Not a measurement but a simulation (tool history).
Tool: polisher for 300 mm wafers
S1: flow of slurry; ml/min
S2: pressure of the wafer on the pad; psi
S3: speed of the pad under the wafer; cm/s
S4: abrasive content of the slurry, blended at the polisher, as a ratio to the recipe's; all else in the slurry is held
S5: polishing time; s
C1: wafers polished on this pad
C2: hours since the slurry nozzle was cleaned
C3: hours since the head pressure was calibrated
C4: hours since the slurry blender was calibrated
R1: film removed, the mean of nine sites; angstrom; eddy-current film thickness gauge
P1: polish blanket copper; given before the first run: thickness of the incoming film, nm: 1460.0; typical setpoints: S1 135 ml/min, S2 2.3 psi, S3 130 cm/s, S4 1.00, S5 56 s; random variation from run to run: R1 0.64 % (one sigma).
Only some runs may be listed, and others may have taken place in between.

run	hour	S1	S2	S3	S4	S5	C1	C2	C3	C4	R1
1	5.5	135	2.3	130	1.00	56	319	56.7	150.4	162.4	1859.30
2	14.9	135	1.3	130	1.00	56	430	66.1	159.8	171.8	1059.40
3	25.7	135	2.3	130	1.00	88	558	76.9	170.6	182.6	2917.40
# hour 26.1: head pressure recalibrated
4	36.3	135	2.3	182	1.00	56	683	87.5	10.3	193.2	2615.10
5	44.1	185	2.3	64	1.00	56	776	95.3	18.1	201.0	964.06
6	53.1	135	2.3	130	0.60	56	882	104.3	27.1	210.0	1682.40
7	62.0	210	2.3	130	1.00	56	987	113.2	36.0	218.9	2026.40
8	69.5	80	2.3	130	1.00	56	1076	120.7	43.5	226.4	1635.30
9	76.7	135	2.3	130	0.55	69	1161	127.9	50.7	233.6	2036.20
10	85.6	135	3.4	130	1.00	56	1267	136.8	59.6	242.5	2746.90
11	93.1	135	2.3	130	1.00	56	1355	144.3	67.1	250.0	1875.80
12	101.7	135	1.4	130	1.00	42	1457	152.9	75.7	258.6	863.54
13	113.2	135	2.3	130	1.00	25	1593	164.4	87.2	270.1	829.07
14	123.4	135	2.3	130	1.00	56	1714	174.6	97.4	280.3	1858.90
15	131.3	135	2.3	130	1.00	56	1807	182.5	105.3	288.2	1876.60
16	137.5	135	2.3	130	1.00	56	1880	188.7	111.5	294.4	1857.60
17	144.5	135	2.3	60	1.00	56	1963	195.7	118.5	301.4	863.86
18	155.1	135	2.3	130	1.45	56	2089	206.3	129.1	312.0	2043.80
19	165.4	135	2.3	130	1.00	56	2210	216.6	139.4	322.3	1862.90
20	172.2	135	2.3	130	1.00	56	2291	223.4	146.2	329.1	1886.70
21	180.0	135	2.3	130	1.00	56	2383	231.2	154.0	336.9	1851.50
22	190.7	135	2.3	130	1.00	56	2510	241.9	164.7	347.6	1788.00
23	198.5	135	2.3	130	1.00	56	2602	249.7	172.5	355.4	1783.80
# hour 205.3: slurry blender recalibrated
24	207.1	135	2.3	130	1.00	56	2704	258.3	181.1	1.9	1750.20
25	217.0	135	2.3	130	1.00	56	2821	268.2	191.0	11.8	1728.60
26	224.9	135	2.3	130	1.00	56	2914	276.1	198.9	19.7	1722.00
# hour 225.8: head pressure recalibrated
27	233.6	135	2.3	130	1.00	56	3017	284.8	7.8	28.4	1722.90
28	241.3	135	2.3	130	1.00	56	3108	292.5	15.5	36.1	1727.70
29	253.0	135	2.3	130	1.00	56	3247	304.2	27.2	47.8	1739.00
30	263.8	135	2.3	130	1.00	56	3374	315.0	38.0	58.6	1705.80

P1 has crept away from where it was. The log is fitted equally well by each of these 2 causes, at the sizes shown:
A: removal rate lost through wear of the pad, % = 8.2
B: slurry flow missing at the pad, % = 31.2
Onset of the creep was near hour 172.2.
What rules out each remaining cause:
head's pressure below its setpoint, %: serviced at hour 225.8, which brought nothing back
abrasive missing from the slurry, %: serviced at hour 205.3, which brought nothing back

The 4 check runs listed below each average the results of 3 wafers, and their outcomes are marked with question marks. Under which run would the listed causes produce clearly different results?
check 1	274.6	135	2.3	130	1.00	70					?
check 2	274.6	200	2.3	130	1.00	56					?
check 3	274.6	135	2.3	130	1.35	56					?
check 4	274.6	135	1.5	130	1.00	56					?

How each check would come out, cause by cause:
check	result	if A	if B
check 1	R1	2148.80	2149.10
check 2	R1	1831.40	1879.40
check 3	R1	1835.30	1835.60
check 4	R1	1121.10	1121.30
Per-check spread between the two closest causes, in the result where they differ most: check 1 0.01 %; check 2 2.59 %; check 3 0.01 %; check 4 0.01 %
Only in check 2 would the causes give clearly different results; in the remaining checks their results would be nearly the same.

With check 2 done, the readings were: R1 1876.90 angstrom. Identify which of the listed causes applies.

It is B: slurry flow missing at the pad, %.

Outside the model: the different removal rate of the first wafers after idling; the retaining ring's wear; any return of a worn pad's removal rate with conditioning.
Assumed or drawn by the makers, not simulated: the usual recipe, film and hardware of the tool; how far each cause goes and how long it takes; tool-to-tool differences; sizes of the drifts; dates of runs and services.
